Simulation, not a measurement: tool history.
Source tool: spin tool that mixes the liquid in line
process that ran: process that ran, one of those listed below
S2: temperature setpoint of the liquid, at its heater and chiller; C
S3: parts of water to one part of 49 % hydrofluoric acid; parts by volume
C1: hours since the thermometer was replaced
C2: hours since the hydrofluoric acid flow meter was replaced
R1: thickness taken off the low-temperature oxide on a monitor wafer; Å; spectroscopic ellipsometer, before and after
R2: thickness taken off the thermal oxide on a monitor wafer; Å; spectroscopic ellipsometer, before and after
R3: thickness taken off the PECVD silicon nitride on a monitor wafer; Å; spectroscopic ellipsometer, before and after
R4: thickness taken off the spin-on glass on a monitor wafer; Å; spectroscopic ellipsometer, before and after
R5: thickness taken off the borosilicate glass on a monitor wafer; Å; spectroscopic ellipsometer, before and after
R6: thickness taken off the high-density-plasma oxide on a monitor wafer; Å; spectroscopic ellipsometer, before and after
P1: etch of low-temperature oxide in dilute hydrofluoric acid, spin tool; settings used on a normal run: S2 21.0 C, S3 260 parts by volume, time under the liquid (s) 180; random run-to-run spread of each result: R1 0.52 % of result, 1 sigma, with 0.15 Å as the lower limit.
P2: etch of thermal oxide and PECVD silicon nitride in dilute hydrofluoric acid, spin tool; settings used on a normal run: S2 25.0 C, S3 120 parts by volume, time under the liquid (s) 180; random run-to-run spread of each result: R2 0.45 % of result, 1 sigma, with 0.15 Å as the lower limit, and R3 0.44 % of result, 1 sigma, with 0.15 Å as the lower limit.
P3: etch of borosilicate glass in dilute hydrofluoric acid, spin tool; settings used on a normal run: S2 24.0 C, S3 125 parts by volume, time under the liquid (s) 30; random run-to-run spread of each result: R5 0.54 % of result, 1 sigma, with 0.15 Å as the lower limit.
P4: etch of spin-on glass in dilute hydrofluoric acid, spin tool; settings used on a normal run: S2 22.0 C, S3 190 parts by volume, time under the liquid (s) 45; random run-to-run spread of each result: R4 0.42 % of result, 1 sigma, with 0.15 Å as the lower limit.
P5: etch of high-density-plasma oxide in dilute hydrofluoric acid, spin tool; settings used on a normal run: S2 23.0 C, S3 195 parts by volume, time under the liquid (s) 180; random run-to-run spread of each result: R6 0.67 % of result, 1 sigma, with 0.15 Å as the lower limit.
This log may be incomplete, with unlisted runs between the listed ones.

{"run": 1, "hour": 12.3, "process that ran": "P1", "S2": 21.0, "S3": 260, "time under the liquid (s)": 180, "C1": 1286.5, "C2": 451.7, "R1": 110.13}
{"run": 2, "hour": 23.0, "process that ran": "P1", "S2": 21.0, "S3": 260, "time under the liquid (s)": 180, "C1": 1297.2, "C2": 462.4, "R1": 109.65}
{"run": 3, "hour": 35.1, "process that ran": "P1", "S2": 21.0, "S3": 260, "time under the liquid (s)": 25, "C1": 1309.3, "C2": 474.5, "R1": 15.345}
{"run": 4, "hour": 47.2, "process that ran": "P2", "S2": 25.0, "S3": 55, "time under the liquid (s)": 180, "C1": 1321.4, "C2": 486.6, "R2": 173.74, "R3": 112.94}
{"run": 5, "hour": 55.8, "process that ran": "P2", "S2": 20.0, "S3": 120, "time under the liquid (s)": 180, "C1": 1330.0, "C2": 495.2, "R2": 59.346, "R3": 37.272}
{"run": 6, "hour": 61.6, "process that ran": "P4", "S2": 22.0, "S3": 345, "time under the liquid (s)": 45, "C1": 1335.8, "C2": 501.0, "R4": 50.564}
{"run": 7, "hour": 73.4, "process that ran": "P1", "S2": 21.0, "S3": 260, "time under the liquid (s)": 180, "C1": 1347.6, "C2": 512.8, "R1": 109.96}
{"run": 8, "hour": 82.9, "process that ran": "P3", "S2": 24.0, "S3": 125, "time under the liquid (s)": 60, "C1": 1357.1, "C2": 522.3, "R5": 90.312}
{"run": 9, "hour": 89.5, "process that ran": "P1", "S2": 21.0, "S3": 365, "time under the liquid (s)": 180, "C1": 1363.7, "C2": 528.9, "R1": 71.668}
{"run": 10, "hour": 94.9, "process that ran": "P5", "S2": 23.0, "S3": 195, "time under the liquid (s)": 180, "C1": 1369.1, "C2": 534.3, "R6": 38.893}
{"run": 11, "hour": 101.2, "process that ran": "P3", "S2": 24.0, "S3": 125, "time under the liquid (s)": 30, "C1": 1375.4, "C2": 540.6, "R5": 45.278}
{"run": 12, "hour": 110.5, "process that ran": "P1", "S2": 21.0, "S3": 80, "time under the liquid (s)": 180, "C1": 1384.7, "C2": 549.9, "R1": 436.21}
{"run": 13, "hour": 119.6, "process that ran": "P1", "S2": 21.0, "S3": 260, "time under the liquid (s)": 180, "C1": 1393.8, "C2": 559.0, "R1": 109.33}
{"run": 14, "hour": 128.0, "process that ran": "P1", "S2": 21.0, "S3": 260, "time under the liquid (s)": 295, "C1": 1402.2, "C2": 567.4, "R1": 180.42}
{"run": 15, "hour": 135.6, "process that ran": "P4", "S2": 22.0, "S3": 190, "time under the liquid (s)": 45, "C1": 1409.8, "C2": 575.0, "R4": 107.99}
{"run": 16, "hour": 143.8, "process that ran": "P1", "S2": 17.5, "S3": 260, "time under the liquid (s)": 320, "C1": 1418.0, "C2": 583.2, "R1": 171.98}
{"run": 17, "hour": 153.6, "process that ran": "P4", "S2": 17.0, "S3": 190, "time under the liquid (s)": 45, "C1": 1427.8, "C2": 593.0, "R4": 87.749}
{"run": 18, "hour": 163.4, "process that ran": "P4", "S2": 22.0, "S3": 190, "time under the liquid (s)": 85, "C1": 1437.6, "C2": 602.8, "R4": 200.48}
{"run": 19, "hour": 171.1, "process that ran": "P2", "S2": 25.0, "S3": 120, "time under the liquid (s)": 305, "C1": 1445.3, "C2": 610.5, "R2": 123.22, "R3": 88.614}
{"run": 20, "hour": 178.8, "process that ran": "P2", "S2": 25.0, "S3": 120, "time under the liquid (s)": 180, "C1": 1453.0, "C2": 618.2, "R2": 72.371, "R3": 52.467}
{"run": 21, "hour": 187.1, "process that ran": "P3", "S2": 24.0, "S3": 195, "time under the liquid (s)": 30, "C1": 1461.3, "C2": 626.5, "R5": 27.212}
{"run": 22, "hour": 196.0, "process that ran": "P5", "S2": 23.0, "S3": 195, "time under the liquid (s)": 290, "C1": 1470.2, "C2": 635.4, "R6": 63.859}
{"run": 23, "hour": 208.0, "process that ran": "P4", "S2": 22.0, "S3": 190, "time under the liquid (s)": 45, "C1": 1482.2, "C2": 647.4, "R4": 107.68}
{"run": 24, "hour": 214.3, "process that ran": "P3", "S2": 31.5, "S3": 125, "time under the liquid (s)": 30, "C1": 1488.5, "C2": 653.7, "R5": 59.774}
{"run": 25, "hour": 222.3, "process that ran": "P1", "S2": 21.0, "S3": 260, "time under the liquid (s)": 180, "C1": 1496.5, "C2": 661.7, "R1": 110.73}
{"run": 26, "hour": 228.3, "process that ran": "P5", "S2": 30.0, "S3": 195, "time under the liquid (s)": 180, "C1": 1502.5, "C2": 667.7, "R6": 49.816}
{"run": 27, "hour": 238.7, "process that ran": "P5", "S2": 23.0, "S3": 330, "time under the liquid (s)": 180, "C1": 1512.9, "C2": 678.1, "R6": 20.331}
{"run": 28, "hour": 247.4, "process that ran": "P1", "S2": 17.0, "S3": 260, "time under the liquid (s)": 180, "C1": 1521.6, "C2": 686.8, "R1": 94.401}
{"run": 29, "hour": 259.7, "process that ran": "P1", "S2": 29.0, "S3": 260, "time under the liquid (s)": 180, "C1": 1533.9, "C2": 699.1, "R1": 146.56}
{"run": 30, "hour": 266.9, "process that ran": "P1", "S2": 21.0, "S3": 260, "time under the liquid (s)": 180, "C1": 1541.1, "C2": 706.3, "R1": 111.41}
{"run": 31, "hour": 275.3, "process that ran": "P1", "S2": 21.0, "S3": 260, "time under the liquid (s)": 180, "C1": 1549.5, "C2": 714.7, "R1": 109.82}
{"run": 32, "hour": 283.9, "process that ran": "P1", "S2": 21.0, "S3": 260, "time under the liquid (s)": 180, "C1": 1558.1, "C2": 723.3, "R1": 107.98}
{"run": 33, "hour": 293.7, "process that ran": "P1", "S2": 21.0, "S3": 260, "time under the liquid (s)": 180, "C1": 1567.9, "C2": 733.1, "R1": 106.21}
{"run": 34, "hour": 305.6, "process that ran": "P1", "S2": 21.0, "S3": 260, "time under the liquid (s)": 180, "C1": 1579.8, "C2": 745.0, "R1": 105.49}
{"run": 35, "hour": 311.9, "process that ran": "P1", "S2": 21.0, "S3": 260, "time under the liquid (s)": 180, "C1": 1586.1, "C2": 751.3, "R1": 105.91}
{"run": 36, "hour": 317.4, "process that ran": "P1", "S2": 21.0, "S3": 260, "time under the liquid (s)": 180, "C1": 1591.6, "C2": 756.8, "R1": 105.21}
{"run": 37, "hour": 325.0, "process that ran": "P1", "S2": 21.0, "S3": 260, "time under the liquid (s)": 180, "C1": 1599.2, "C2": 764.4, "R1": 103.75}
{"run": 38, "hour": 331.7, "process that ran": "P1", "S2": 21.0, "S3": 260, "time under the liquid (s)": 180, "C1": 1605.9, "C2": 771.1, "R1": 103.75}

The log shows P1 creeping away from where it was. Any of the 2 causes listed here, at the size stated for it, fits the log just as well as the others:
A: liquid colder than its thermometer reads (K) = 1.44
B: hydrofluoric acid flow below the setpoint (%) = 4.19
At approximately hour 275.3, the process output began to creep.

4 check runs are offered, one wafer each, their results left as question marks. Which one tells the causes apart?
{"run": "check 1", "hour": 338.4, "process that ran": "P2", "S2": 25.0, "S3": 120, "time under the liquid (s)": 180, "R2": "?", "R3": "?"}
{"run": "check 2", "hour": 338.4, "process that ran": "P3", "S2": 24.0, "S3": 125, "time under the liquid (s)": 30, "R5": "?"}
{"run": "check 3", "hour": 338.4, "process that ran": "P4", "S2": 22.0, "S3": 190, "time under the liquid (s)": 45, "R4": "?"}
{"run": "check 4", "hour": 338.4, "process that ran": "P5", "S2": 23.0, "S3": 195, "time under the liquid (s)": 180, "R6": "?"}

Predicted outcomes, by check and by cause:
check=check_1 result=R2 if_A=68.760 if_B=69.234
check=check_1 result=R3 if_A=47.744 if_B=50.261
check=check_2 result=R5 if_A=42.728 if_B=43.034
check=check_3 result=R4 if_A=100.890 if_B=101.270
check=check_4 result=R6 if_A=37.134 if_B=37.231
How far apart the two closest causes lie, in the result that separates them most: check 1 5.14 %; check 2 0.71 %; check 3 0.38 %; check 4 0.26 %
Check 1 distinguishes between the causes, while the remaining checks would return nearly the same result for all of them.

With check 1 done, the readings were: R2 69.774 Å; R3 49.998 Å. Identify which of the listed causes applies.

It is B: hydrofluoric acid flow below the setpoint (%).
